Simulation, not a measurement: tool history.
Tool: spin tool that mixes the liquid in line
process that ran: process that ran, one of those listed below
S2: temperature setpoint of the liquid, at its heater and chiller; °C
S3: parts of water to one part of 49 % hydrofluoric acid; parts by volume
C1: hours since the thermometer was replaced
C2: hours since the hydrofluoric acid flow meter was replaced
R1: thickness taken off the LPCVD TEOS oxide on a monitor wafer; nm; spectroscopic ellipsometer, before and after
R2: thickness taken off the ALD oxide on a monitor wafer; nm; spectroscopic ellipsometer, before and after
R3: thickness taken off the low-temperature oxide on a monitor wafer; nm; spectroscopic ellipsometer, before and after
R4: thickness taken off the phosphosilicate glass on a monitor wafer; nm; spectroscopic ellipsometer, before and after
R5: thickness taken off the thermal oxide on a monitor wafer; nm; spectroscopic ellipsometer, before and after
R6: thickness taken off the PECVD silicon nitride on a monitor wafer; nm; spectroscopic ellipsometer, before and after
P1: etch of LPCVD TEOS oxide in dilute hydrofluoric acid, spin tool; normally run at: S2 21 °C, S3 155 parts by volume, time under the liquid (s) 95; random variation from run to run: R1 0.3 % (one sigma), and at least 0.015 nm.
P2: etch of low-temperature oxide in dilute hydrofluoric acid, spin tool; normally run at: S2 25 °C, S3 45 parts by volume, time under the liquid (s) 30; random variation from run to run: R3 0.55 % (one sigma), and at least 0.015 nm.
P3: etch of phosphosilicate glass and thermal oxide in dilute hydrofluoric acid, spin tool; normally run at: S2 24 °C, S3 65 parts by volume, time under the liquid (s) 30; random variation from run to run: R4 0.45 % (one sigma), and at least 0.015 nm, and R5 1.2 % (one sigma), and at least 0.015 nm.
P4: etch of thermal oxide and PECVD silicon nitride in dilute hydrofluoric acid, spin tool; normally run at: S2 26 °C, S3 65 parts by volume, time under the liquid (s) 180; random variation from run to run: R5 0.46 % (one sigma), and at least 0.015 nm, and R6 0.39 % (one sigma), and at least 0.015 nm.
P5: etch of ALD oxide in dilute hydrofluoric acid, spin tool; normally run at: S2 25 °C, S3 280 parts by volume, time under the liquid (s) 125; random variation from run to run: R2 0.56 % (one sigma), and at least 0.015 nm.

run 1 hour=8.6 | process_that_ran=P1 S2=21 S3=155 time_under_the_liquid_(s)=95 | C1=620.1 C2=307.5 | R1=17.187
run 2 hour=23.1 | process_that_ran=P1 S2=21 S3=155 time_under_the_liquid_(s)=140 | C1=634.6 C2=322 | R1=25.26
run 3 hour=34.1 | process_that_ran=P1 S2=17 S3=155 time_under_the_liquid_(s)=95 | C1=645.6 C2=333 | R1=14.616
run 4 hour=42.9 | process_that_ran=P5 S2=25 S3=280 time_under_the_liquid_(s)=210 | C1=654.4 C2=341.8 | R2=11.252
run 5 hour=59.2 | process_that_ran=P2 S2=25 S3=45 time_under_the_liquid_(s)=15 | C1=670.7 C2=358.1 | R3=7.6505
run 6 hour=69.1 | process_that_ran=P2 S2=25 S3=65 time_under_the_liquid_(s)=30 | C1=680.6 C2=368 | R3=10.399
run 7 hour=85.3 | process_that_ran=P1 S2=21 S3=155 time_under_the_liquid_(s)=25 | C1=696.8 C2=384.2 | R1=4.5298
run 8 hour=96.6 | process_that_ran=P3 S2=24 S3=40 time_under_the_liquid_(s)=30 | C1=708.1 C2=395.5 | R4=104.49 R5=3.8829
run 9 hour=111.6 | process_that_ran=P1 S2=21 S3=155 time_under_the_liquid_(s)=95 | C1=723.1 C2=410.5 | R1=17.165
run 10 hour=122 | process_that_ran=P5 S2=30 S3=280 time_under_the_liquid_(s)=125 | C1=733.5 C2=420.9 | R2=7.8973
run 11 hour=140.8 | process_that_ran=P2 S2=32.5 S3=45 time_under_the_liquid_(s)=30 | C1=752.3 C2=439.7 | R3=20.749
run 12 hour=156.6 | process_that_ran=P1 S2=21 S3=155 time_under_the_liquid_(s)=95 | C1=768.1 C2=455.5 | R1=17.142
run 13 hour=167.8 | process_that_ran=P4 S2=26 S3=65 time_under_the_liquid_(s)=180 | C1=779.3 C2=466.7 | R5=14.533 R6=8.205
run 14 hour=178.2 | process_that_ran=P5 S2=25 S3=280 time_under_the_liquid_(s)=125 | C1=789.7 C2=477.1 | R2=6.6712
run 15 hour=188.1 | process_that_ran=P1 S2=21 S3=25 time_under_the_liquid_(s)=95 | C1=799.6 C2=487 | R1=123.94
run 16 hour=199.2 | process_that_ran=P2 S2=25 S3=45 time_under_the_liquid_(s)=30 | C1=810.7 C2=498.1 | R3=15.465
run 17 hour=207.7 | process_that_ran=P3 S2=24 S3=65 time_under_the_liquid_(s)=15 | C1=819.2 C2=506.6 | R4=31.335 R5=1.1327
run 18 hour=217.3 | process_that_ran=P4 S2=26 S3=20 time_under_the_liquid_(s)=180 | C1=828.8 C2=516.2 | R5=50.032 R6=25.742
run 19 hour=232.1 | process_that_ran=P5 S2=25 S3=150 time_under_the_liquid_(s)=125 | C1=843.6 C2=531 | R2=14.354
run 20 hour=241.5 | process_that_ran=P4 S2=26 S3=65 time_under_the_liquid_(s)=180 | C1=853 C2=540.4 | R5=14.764 R6=8.2269
run 21 hour=250.9 | process_that_ran=P1 S2=21 S3=245 time_under_the_liquid_(s)=95 | C1=862.4 C2=549.8 | R1=9.9039
run 22 hour=268.7 | process_that_ran=P4 S2=34 S3=65 time_under_the_liquid_(s)=180 | C1=880.2 C2=567.6 | R5=19.842 R6=13.62
run 23 hour=287.7 | process_that_ran=P1 S2=27.5 S3=80 time_under_the_liquid_(s)=95 | C1=899.2 C2=586.6 | R1=47.041
run 24 hour=299.1 | process_that_ran=P3 S2=24 S3=65 time_under_the_liquid_(s)=30 | C1=910.6 C2=598 | R4=62.462 R5=2.2982
run 25 hour=308.4 | process_that_ran=P1 S2=29 S3=155 time_under_the_liquid_(s)=95 | C1=919.9 C2=607.3 | R1=23.099
run 26 hour=323 | process_that_ran=P1 S2=17 S3=155 time_under_the_liquid_(s)=45 | C1=934.5 C2=621.9 | R1=6.9022
run 27 hour=331.8 | process_that_ran=P4 S2=26 S3=65 time_under_the_liquid_(s)=15 | C1=943.3 C2=630.7 | R5=1.2175 R6=0.65616
run 28 hour=347.5 | process_that_ran=P1 S2=21 S3=155 time_under_the_liquid_(s)=95 | C1=959 C2=646.4 | R1=17.3
run 29 hour=361.5 | process_that_ran=P3 S2=28.5 S3=65 time_under_the_liquid_(s)=30 | C1=973 C2=660.4 | R4=74.472 R5=2.786
run 30 hour=377.4 | process_that_ran=P1 S2=21 S3=155 time_under_the_liquid_(s)=95 | C1=988.9 C2=676.3 | R1=17.086
run 31 hour=392.3 | process_that_ran=P1 S2=21 S3=155 time_under_the_liquid_(s)=95 | C1=1003.8 C2=691.2 | R1=16.671
run 32 hour=405.3 | process_that_ran=P1 S2=21 S3=155 time_under_the_liquid_(s)=95 | C1=1016.8 C2=704.2 | R1=16.329
run 33 hour=420.1 | process_that_ran=P1 S2=21 S3=155 time_under_the_liquid_(s)=95 | C1=1031.6 C2=719 | R1=16.187
run 34 hour=434.2 | process_that_ran=P1 S2=21 S3=155 time_under_the_liquid_(s)=95 | C1=1045.7 C2=733.1 | R1=15.984
run 35 hour=447.2 | process_that_ran=P1 S2=21 S3=155 time_under_the_liquid_(s)=95 | C1=1058.7 C2=746.1 | R1=15.813
run 36 hour=466.6 | process_that_ran=P1 S2=21 S3=155 time_under_the_liquid_(s)=95 | C1=1078.1 C2=765.5 | R1=15.714
run 37 hour=482.4 | process_that_ran=P1 S2=21 S3=155 time_under_the_liquid_(s)=95 | C1=1093.9 C2=781.3 | R1=15.78
run 38 hour=499.2 | process_that_ran=P1 S2=21 S3=155 time_under_the_liquid_(s)=95 | C1=1110.7 C2=798.1 | R1=15.711
run 39 hour=514.5 | process_that_ran=P1 S2=21 S3=155 time_under_the_liquid_(s)=95 | C1=1126 C2=813.4 | R1=15.648
run 40 hour=522.9 | process_that_ran=P1 S2=21 S3=155 time_under_the_liquid_(s)=95 | C1=1134.4 C2=821.8 | R1=15.711

What P1 gives has crept away from where it was. These 2 causes fit the log equally well, each at the size given:
A: hydrofluoric acid flow below the setpoint (%) = 7.55
B: liquid colder than its thermometer reads (K) = 2.31
The creep began at about hour 377.4.

4 check runs are offered, one wafer each, their results left as question marks. Which one tells the causes apart?
run check 1 hour=531.3 | process_that_ran=P2 S2=30.5 S3=45 time_under_the_liquid_(s)=30 | R3=?
run check 2 hour=531.3 | process_that_ran=P3 S2=28 S3=65 time_under_the_liquid_(s)=30 | R4=? R5=?
run check 3 hour=531.3 | process_that_ran=P4 S2=32 S3=20 time_under_the_liquid_(s)=180 | R5=? R6=?
run check 4 hour=531.3 | process_that_ran=P5 S2=25 S3=155 time_under_the_liquid_(s)=125 | R2=?

What each check would give under each cause:
check=check_1 result=R3 if_A=17.622 if_B=17.492
check=check_2 result=R4 if_A=67.084 if_B=66.705
check=check_2 result=R5 if_A=2.4855 if_B=2.4714
check=check_3 result=R5 if_A=59.357 if_B=58.663
check=check_3 result=R6 if_A=35.536 if_B=32.946
check=check_4 result=R2 if_A=12.6 if_B=12.663
How far apart the two closest causes lie, in the result that separates them most: check 1 0.74 %; check 2 0.57 %; check 3 7.57 %; check 4 0.5 %
Check 3 tells the causes apart: in the others they would give nearly the same result.

Check 3 was then run and gave: R5 58.771 nm; R6 32.756 nm. Which cause is it?

It is B: liquid colder than its thermometer reads (K).
